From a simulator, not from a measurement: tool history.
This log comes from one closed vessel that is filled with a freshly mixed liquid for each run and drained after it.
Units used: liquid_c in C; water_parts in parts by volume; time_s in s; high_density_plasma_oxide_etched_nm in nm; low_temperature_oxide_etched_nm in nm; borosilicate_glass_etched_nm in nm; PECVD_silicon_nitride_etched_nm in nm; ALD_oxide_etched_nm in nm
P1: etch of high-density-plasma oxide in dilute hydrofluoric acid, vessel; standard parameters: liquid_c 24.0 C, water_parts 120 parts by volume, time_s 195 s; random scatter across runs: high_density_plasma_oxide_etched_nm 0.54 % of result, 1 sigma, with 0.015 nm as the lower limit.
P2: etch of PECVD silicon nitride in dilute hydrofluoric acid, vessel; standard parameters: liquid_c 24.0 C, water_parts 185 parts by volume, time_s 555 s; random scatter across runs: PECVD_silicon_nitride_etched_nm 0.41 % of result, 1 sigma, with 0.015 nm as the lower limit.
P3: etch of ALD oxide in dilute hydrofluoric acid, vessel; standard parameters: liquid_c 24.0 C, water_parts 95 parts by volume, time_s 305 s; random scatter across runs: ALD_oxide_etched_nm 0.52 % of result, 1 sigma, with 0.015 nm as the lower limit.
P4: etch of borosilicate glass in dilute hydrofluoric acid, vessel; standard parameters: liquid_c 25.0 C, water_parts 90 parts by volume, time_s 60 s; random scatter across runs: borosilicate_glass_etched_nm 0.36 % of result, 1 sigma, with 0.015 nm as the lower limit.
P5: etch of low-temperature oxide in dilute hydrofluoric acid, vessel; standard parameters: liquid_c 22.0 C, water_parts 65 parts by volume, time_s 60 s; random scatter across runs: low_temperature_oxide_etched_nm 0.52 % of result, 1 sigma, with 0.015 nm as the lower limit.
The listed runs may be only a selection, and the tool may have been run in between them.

| run | hour | process | liquid_c | water_parts | time_s | hours since the thermometer was replaced | hours since the hydrofluoric acid flow meter was replaced | high_density_plasma_oxide_etched_nm | low_temperature_oxide_etched_nm | borosilicate_glass_etched_nm | PECVD_silicon_nitride_etched_nm | ALD_oxide_etched_nm |
|---|---|---|---|---|---|---|---|---|---|---|---|---|
| 1 | 13.2 | P1 | 24.0 | 120 | 195 | 455.6 | 1313.4 | 8.2405 |  |  |  |  |
| 2 | 23.6 | P5 | 22.0 | 20 | 60 | 466.0 | 1323.8 |  | 40.553 |  |  |  |
| 3 | 30.9 | P1 | 29.5 | 120 | 195 | 473.3 | 1331.1 | 10.1490 |  |  |  |  |
| 4 | 41.4 | P1 | 24.0 | 120 | 195 | 483.8 | 1341.6 | 8.3783 |  |  |  |  |
| 5 | 48.9 | P4 | 25.0 | 90 | 30 | 491.3 | 1349.1 |  |  | 11.880 |  |  |
| 6 | 58.6 | P4 | 25.0 | 90 | 60 | 501.0 | 1358.8 |  |  | 23.934 |  |  |
| 7 | 64.4 | P2 | 24.0 | 185 | 555 | 506.8 | 1364.6 |  |  |  | 9.7820 |  |
| 8 | 76.4 | P2 | 24.0 | 185 | 555 | 518.8 | 1376.6 |  |  |  | 9.7982 |  |
| 9 | 85.5 | P5 | 22.0 | 65 | 115 | 527.9 | 1385.7 |  | 22.834 |  |  |  |
| 10 | 94.5 | P1 | 24.0 | 120 | 310 | 536.9 | 1394.7 | 13.1140 |  |  |  |  |
| 11 | 105.5 | P1 | 24.0 | 120 | 195 | 547.9 | 1405.7 | 8.2726 |  |  |  |  |
| 12 | 116.9 | P5 | 22.0 | 65 | 60 | 559.3 | 1417.1 |  | 11.832 |  |  |  |
| 13 | 124.6 | P1 | 24.0 | 120 | 70 | 567.0 | 1424.8 | 2.9594 |  |  |  |  |
| 14 | 136.4 | P1 | 24.0 | 120 | 195 | 578.8 | 1436.6 | 8.1963 |  |  |  |  |
| 15 | 147.4 | P1 | 19.5 | 120 | 195 | 589.8 | 1447.6 | 6.9521 |  |  |  |  |
| 16 | 157.7 | P3 | 24.0 | 95 | 30 | 600.1 | 1457.9 |  |  |  |  | 3.5924 |
| 17 | 169.3 | P5 | 30.0 | 65 | 60 | 611.7 | 1469.5 |  | 16.207 |  |  |  |
| 18 | 179.5 | P1 | 24.0 | 120 | 195 | 621.9 | 1479.7 | 8.2826 |  |  |  |  |
| 19 | 188.0 | P4 | 20.5 | 90 | 60 | 630.4 | 1488.2 |  |  | 19.986 |  |  |
| 20 | 198.6 | P3 | 17.0 | 95 | 305 | 641.0 | 1498.8 |  |  |  |  | 27.0790 |
| 21 | 211.1 | P3 | 24.0 | 150 | 305 | 653.5 | 1511.3 |  |  |  |  | 21.3990 |
|  | 213.9 | thermometer replaced |
| 22 | 217.1 | P3 | 24.0 | 95 | 305 | 3.3 | 1517.3 |  |  |  |  | 36.0360 |
| 23 | 226.2 | P2 | 17.5 | 185 | 555 | 12.4 | 1526.4 |  |  |  | 6.3976 |  |
| 24 | 234.9 | P1 | 24.0 | 120 | 195 | 21.1 | 1535.1 | 8.2974 |  |  |  |  |
| 25 | 242.0 | P2 | 24.0 | 185 | 1025 | 28.2 | 1542.2 |  |  |  | 17.9560 |  |
| 26 | 255.2 | P1 | 24.0 | 205 | 195 | 41.4 | 1555.4 | 4.4117 |  |  |  |  |
| 27 | 261.6 | P4 | 25.0 | 20 | 60 | 47.8 | 1561.8 |  |  | 118.350 |  |  |
| 28 | 272.9 | P5 | 22.0 | 65 | 60 | 59.1 | 1573.1 |  | 11.819 |  |  |  |
| 29 | 283.0 | P1 | 19.5 | 170 | 195 | 69.2 | 1583.2 | 4.6275 |  |  |  |  |
| 30 | 291.0 | P2 | 24.0 | 50 | 555 | 77.2 | 1591.2 |  |  |  | 35.3170 |  |
| 31 | 297.0 | P3 | 24.0 | 95 | 305 | 83.2 | 1597.2 |  |  |  |  | 35.8210 |
| 32 | 303.9 | P1 | 31.5 | 175 | 195 | 90.1 | 1604.1 | 6.9540 |  |  |  |  |
| 33 | 315.6 | P1 | 24.0 | 55 | 195 | 101.8 | 1615.8 | 19.5030 |  |  |  |  |
| 34 | 321.5 | P1 | 24.0 | 120 | 195 | 107.7 | 1621.7 | 8.2459 |  |  |  |  |
| 35 | 330.7 | P1 | 24.0 | 120 | 195 | 116.9 | 1630.9 | 8.4795 |  |  |  |  |
| 36 | 341.0 | P1 | 24.0 | 120 | 195 | 127.2 | 1641.2 | 8.6206 |  |  |  |  |
| 37 | 346.8 | P1 | 24.0 | 120 | 195 | 133.0 | 1647.0 | 8.6188 |  |  |  |  |

Predict the results of run 38:
| 38 | 359.0 | P1 | 24.0 | 120 | 195 | 145.2 | 1659.2 | ? |  |  |  |  |

high_density_plasma_oxide_etched_nm: 8.6823 nm
